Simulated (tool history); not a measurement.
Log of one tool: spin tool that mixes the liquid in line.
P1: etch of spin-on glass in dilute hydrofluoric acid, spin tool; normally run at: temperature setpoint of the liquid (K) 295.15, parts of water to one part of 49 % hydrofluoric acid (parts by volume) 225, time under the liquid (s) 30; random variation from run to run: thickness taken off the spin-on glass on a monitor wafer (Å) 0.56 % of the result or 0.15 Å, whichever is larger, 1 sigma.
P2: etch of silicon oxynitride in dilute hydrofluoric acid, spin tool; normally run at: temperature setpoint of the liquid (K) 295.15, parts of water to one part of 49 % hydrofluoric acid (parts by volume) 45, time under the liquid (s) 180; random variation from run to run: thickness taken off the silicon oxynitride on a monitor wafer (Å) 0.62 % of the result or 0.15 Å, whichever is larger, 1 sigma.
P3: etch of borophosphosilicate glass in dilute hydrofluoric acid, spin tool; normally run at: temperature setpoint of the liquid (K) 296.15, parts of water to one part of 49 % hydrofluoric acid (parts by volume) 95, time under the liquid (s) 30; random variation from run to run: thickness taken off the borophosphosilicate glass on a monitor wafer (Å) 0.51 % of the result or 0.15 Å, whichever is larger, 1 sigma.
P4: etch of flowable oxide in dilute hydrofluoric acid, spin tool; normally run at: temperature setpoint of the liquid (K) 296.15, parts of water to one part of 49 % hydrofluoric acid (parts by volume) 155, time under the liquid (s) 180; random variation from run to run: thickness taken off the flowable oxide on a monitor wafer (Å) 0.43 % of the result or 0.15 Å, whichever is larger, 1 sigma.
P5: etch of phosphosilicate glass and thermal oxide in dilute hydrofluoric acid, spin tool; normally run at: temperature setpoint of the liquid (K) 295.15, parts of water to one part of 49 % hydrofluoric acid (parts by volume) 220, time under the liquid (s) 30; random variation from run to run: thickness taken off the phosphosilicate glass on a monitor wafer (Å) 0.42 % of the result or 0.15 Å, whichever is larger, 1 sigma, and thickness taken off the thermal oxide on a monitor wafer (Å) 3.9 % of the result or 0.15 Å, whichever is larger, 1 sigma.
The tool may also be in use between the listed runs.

run,hour,process that ran,temperature setpoint of the liquid (K),parts of water to one part of 49 % hydrofluoric acid (parts by volume),time under the liquid (s),hours since the thermometer was replaced,hours since the hydrofluoric acid flow meter was replaced,thickness taken off the spin-on glass on a monitor wafer (Å),thickness taken off the silicon oxynitride on a monitor wafer (Å),thickness taken off the borophosphosilicate glass on a monitor wafer (Å),thickness taken off the flowable oxide on a monitor wafer (Å),thickness taken off the phosphosilicate glass on a monitor wafer (Å),thickness taken off the thermal oxide on a monitor wafer (Å)
1,2.8,P1,295.15,225,30,345.7,195.7,71.245,,,,,
2,5.1,P1,295.15,225,30,348,198,70.933,,,,,
3,7.7,P2,295.15,45,365,350.6,200.6,,110.89,,,,
4,11.6,P3,296.15,95,15,354.5,204.5,,,63.438,,,
5,15.1,P3,296.15,95,30,358,208,,,129.57,,,
6,19.4,P1,295.15,225,30,362.3,212.3,71.231,,,,,
7,23.7,P4,296.15,155,55,366.6,216.6,,,,106.25,,
8,27.2,P5,295.15,220,30,370.1,220.1,,,,,107.73,5.5911
9,31,P2,295.15,45,180,373.9,223.9,,54.432,,,,
10,33.2,P5,290.15,220,30,376.1,226.1,,,,,90.036,4.438
11,37.1,P3,296.15,160,30,380,230,,,70.139,,,
12,39.6,P5,295.15,220,15,382.5,232.5,,,,,54.079,2.4949
13,43.2,P1,290.15,225,30,386.1,236.1,58.647,,,,,
14,46,P1,295.15,90,30,388.9,238.9,207.15,,,,,
15,49.7,P1,295.15,340,30,392.6,242.6,42.218,,,,,
16,54.1,P1,290.15,225,45,397,247,88.988,,,,,
17,58.3,P1,295.15,225,30,401.2,251.2,71.207,,,,,
18,60.3,P1,295.15,225,30,403.2,253.2,71.234,,,,,
19,62.3,P2,295.15,20,180,405.2,255.2,,125,,,,
20,65.3,P3,302.65,95,30,408.2,258.2,,,164.88,,,
21,68.3,P5,295.15,370,30,411.2,261.2,,,,,55.671,3.0673
22,72.6,P1,303.15,225,30,415.5,265.5,94.748,,,,,
23,75.5,P1,295.15,225,60,418.4,268.4,141.37,,,,,
# hour 77: hydrofluoric acid flow meter replaced
24,79.4,P1,295.15,225,30,422.3,2.5,70.404,,,,,
25,83.2,P2,290.15,45,180,426.1,6.3,,42.017,,,,
26,87.2,P1,295.15,225,15,430.1,10.3,35.55,,,,,
27,89.5,P4,296.15,25,180,432.4,12.6,,,,2527.6,,
28,93.2,P4,302.15,155,180,436.1,16.3,,,,433.11,,
29,95.8,P4,296.15,155,180,438.7,18.9,,,,347.16,,
30,99,P1,295.15,225,30,441.9,22.1,71.729,,,,,
31,100.9,P1,295.15,225,30,443.8,24,73.326,,,,,
32,103.9,P1,295.15,225,30,446.8,27,73.372,,,,,
33,107.5,P1,295.15,225,30,450.4,30.6,74.502,,,,,
34,110.3,P1,295.15,225,30,453.2,33.4,76.064,,,,,
35,112.5,P1,295.15,225,30,455.4,35.6,75.946,,,,,
36,115.8,P1,295.15,225,30,458.7,38.9,76.44,,,,,
37,118.9,P1,295.15,225,30,461.8,42,75.41,,,,,
38,122.1,P1,295.15,225,30,465,45.2,75.635,,,,,

What P1 gives has crept away from where it was. These 2 causes fit the log equally well, each at the size given:
A: hydrofluoric acid flow above the setpoint (%) = 5.78
B: liquid hotter than its thermometer reads (K) = 1.87
The creep began at about hour 99.

4 check runs are offered, each on 2 wafers whose results are averaged, their results left as question marks. Which one tells the causes apart?
check 1,125.3,P4,302.15,155,80,,,,,,?,,
check 2,125.3,P2,290.15,25,180,,,,?,,,,
check 3,125.3,P5,290.15,220,15,,,,,,,?,?
check 4,125.3,P3,300.15,150,30,,,,,?,,,

What each check would give under each cause:
check,result,if A,if B
check 1,thickness taken off the flowable oxide on a monitor wafer (Å),206.52,206.51
check 2,thickness taken off the silicon oxynitride on a monitor wafer (Å),81.092,84.431
check 3,thickness taken off the phosphosilicate glass on a monitor wafer (Å),47.884,48.172
check 3,thickness taken off the thermal oxide on a monitor wafer (Å),2.5097,2.5248
check 4,thickness taken off the borophosphosilicate glass on a monitor wafer (Å),94.379,94.602
How far apart the two closest causes lie, in the result that separates them most: check 1 0 %; check 2 4.04 %; check 3 0.6 %; check 4 0.24 %
Check 2 tells the causes apart: in the others they would give nearly the same result.

Then check 2 was run and gave: thickness taken off the silicon oxynitride on a monitor wafer (Å) 81.233. Which cause is it?

It is A: hydrofluoric acid flow above the setpoint (%).

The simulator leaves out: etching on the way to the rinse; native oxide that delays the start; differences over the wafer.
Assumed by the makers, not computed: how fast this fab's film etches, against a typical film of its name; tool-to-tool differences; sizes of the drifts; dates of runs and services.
